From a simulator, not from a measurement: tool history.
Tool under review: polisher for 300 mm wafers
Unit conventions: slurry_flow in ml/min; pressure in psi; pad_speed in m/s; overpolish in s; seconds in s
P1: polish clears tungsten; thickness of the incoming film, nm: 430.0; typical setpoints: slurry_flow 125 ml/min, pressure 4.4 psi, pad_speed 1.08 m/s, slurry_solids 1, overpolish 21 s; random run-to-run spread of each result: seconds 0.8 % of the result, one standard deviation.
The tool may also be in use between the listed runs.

run,hour,slurry_flow,pressure,pad_speed,slurry_solids,overpolish,seconds
1,4.4,125,4.4,1.08,1,21,82.038
2,11.9,125,4.4,1.08,1,6,80.985
3,19.2,125,4.4,1.08,1.2,21,78.2
4,26,125,6.9,1.08,1,21,51.978
5,32.7,195,4.4,1.08,1,21,75.244
6,36.3,125,4.4,1.08,1,21,82.65
7,43,125,4.4,1.08,1,21,80.708
# hour 46.7: slurry tank refilled with fresh slurry and peroxide
8,48.8,125,4.4,1.08,1,21,81.12
9,56.1,125,4.4,0.76,1,21,116.21
10,63.5,125,4.4,1.08,1,21,82.248
11,71,125,2.7,1.08,0.65,21,148.97
12,78.2,125,4.4,1.08,0.6,21,93.493
# hour 79.9: worn pad replaced by a new one
13,82.3,75,4.4,0.82,1,21,122.93
14,89.2,125,4.4,1.08,1,43,80.483
15,95.9,80,4.4,1.08,1,21,90.635
16,103.3,125,4.4,1.54,1,21,57.504
17,110.1,125,4.4,1.08,1,21,81.687
18,117,125,3,1.08,1,21,120.54
19,121.2,125,4.4,1.08,1,21,81.658
20,127.2,125,4.4,1.08,1,21,85.424
21,131.1,125,4.4,1.08,1,21,87.446
22,137.1,125,4.4,1.08,1,21,89.066
23,143.6,125,4.4,1.08,1,21,91.365
# hour 148.9: slurry blender recalibrated
# hour 149.4: worn pad replaced by a new one
24,151.4,125,4.4,1.08,1,21,92.056
# hour 157.1: head pressure recalibrated
25,157.4,125,4.4,1.08,1,21,91.449
26,161.7,125,4.4,1.08,1,21,91.394
27,166.7,125,4.4,1.08,1,21,91.709
28,171,125,4.4,1.08,1,21,91.825

P1 has crept away from where it was. The log is fitted equally well by each of these 2 causes, at the sizes shown:
A: peroxide lost from the slurry, % = 27.9
B: slurry flow missing at the pad, % = 39.4
Creep in the process output first set in at about hour 121.2.
Other possible causes, and why each is ruled out:
removal rate lost through wear of the pad, %: serviced at hour 149.4, which brought nothing back
head's pressure below its setpoint, %: serviced at hour 157.1, which brought nothing back
abrasive missing from the slurry, %: serviced at hour 148.9, which brought nothing back

Consider the 4 check runs below, whose results appear as question marks and each of which averages 2 wafers. Which one distinguishes the causes, in that each cause would give it a clearly different result?
check 1,175.3,125,4.4,1.08,0.8,6,?
check 2,175.3,125,5.5,1.08,1,21,?
check 3,175.3,85,4.4,1.08,0.75,21,?
check 4,175.3,125,3.4,1.08,0.65,21,?

Expected result of each check under each candidate cause:
check,result,if A,if B
check 1,seconds,97.852,97.827
check 2,seconds,74.3,74.281
check 3,seconds,109.16,114.7
check 4,seconds,132.79,132.76
Distance between the nearest two causes, measured in the result of the check that separates them most: check 1 0.03 %; check 2 0.03 %; check 3 4.95 %; check 4 0.03 %
Check 3 distinguishes between the causes, while the remaining checks would return nearly the same result for all of them.

Here is what check 3 returned: seconds 109.77 s. Which cause is it?

The cause is A: peroxide lost from the slurry, %.

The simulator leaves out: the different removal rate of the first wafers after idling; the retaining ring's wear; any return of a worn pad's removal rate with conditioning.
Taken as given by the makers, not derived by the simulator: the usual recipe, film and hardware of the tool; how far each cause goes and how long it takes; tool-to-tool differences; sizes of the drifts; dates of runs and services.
